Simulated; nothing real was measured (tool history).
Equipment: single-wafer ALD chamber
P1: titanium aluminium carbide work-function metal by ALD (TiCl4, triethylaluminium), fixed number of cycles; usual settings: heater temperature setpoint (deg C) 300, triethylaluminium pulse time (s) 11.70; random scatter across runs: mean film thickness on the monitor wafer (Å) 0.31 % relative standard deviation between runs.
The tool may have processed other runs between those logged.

run   hour  heater temperature setpoint (deg C)  triethylaluminium pulse time (s)  hours since the last thermocouple change  hours since the last triethylaluminium bottle change  mean film thickness on the monitor wafer (Å)
  1   11.9                                  300                             11.70                                    1244.2                                                 424.6                                        20.121
  2   20.1                                  324                             11.70                                    1252.4                                                 432.8                                        22.346
  3   29.1                                  300                             16.45                                    1261.4                                                 441.8                                        20.400
  4   40.2                                  300                             11.70                                    1272.5                                                 452.9                                        20.186
  5   49.9                                  277                             11.70                                    1282.2                                                 462.6                                        18.101
  6   56.3                                  300                             11.70                                    1288.6                                                 469.0                                        20.102
  7   61.9                                  288                             16.42                                    1294.2                                                 474.6                                        19.366
  8   69.2                                  300                              5.96                                    1301.5                                                 481.9                                        17.921
  9   77.7                                  300                             11.70                                    1310.0                                                 490.4                                        20.279
 10   85.8                                  300                             11.70                                    1318.1                                                 498.5                                        20.119
 11   97.6                                  279                             18.51                                    1329.9                                                 510.3                                        18.702
 12  105.1                                  300                             11.70                                    1337.4                                                 517.8                                        20.118
 13  114.2                                  300                             11.70                                    1346.5                                                 526.9                                        20.173
 14  121.3                                  300                             11.70                                    1353.6                                                 534.0                                        19.990
 15  131.3                                  300                             11.70                                    1363.6                                                 544.0                                        19.992
 16  141.1                                  300                             11.70                                    1373.4                                                 553.8                                        19.916
 17  150.4                                  300                             11.70                                    1382.7                                                 563.1                                        19.906
 18  160.6                                  300                             11.70                                    1392.9                                                 573.3                                        19.794
 19  170.8                                  300                             11.70                                    1403.1                                                 583.5                                        19.844
 20  180.6                                  300                             11.70                                    1412.9                                                 593.3                                        19.800

The next listed run, before its measurement:
 21  190.5                                  300                             11.70                                    1422.8                                                 603.2                                             ?

{"run 21": {"mean film thickness on the monitor wafer (Å)": 19.779}}
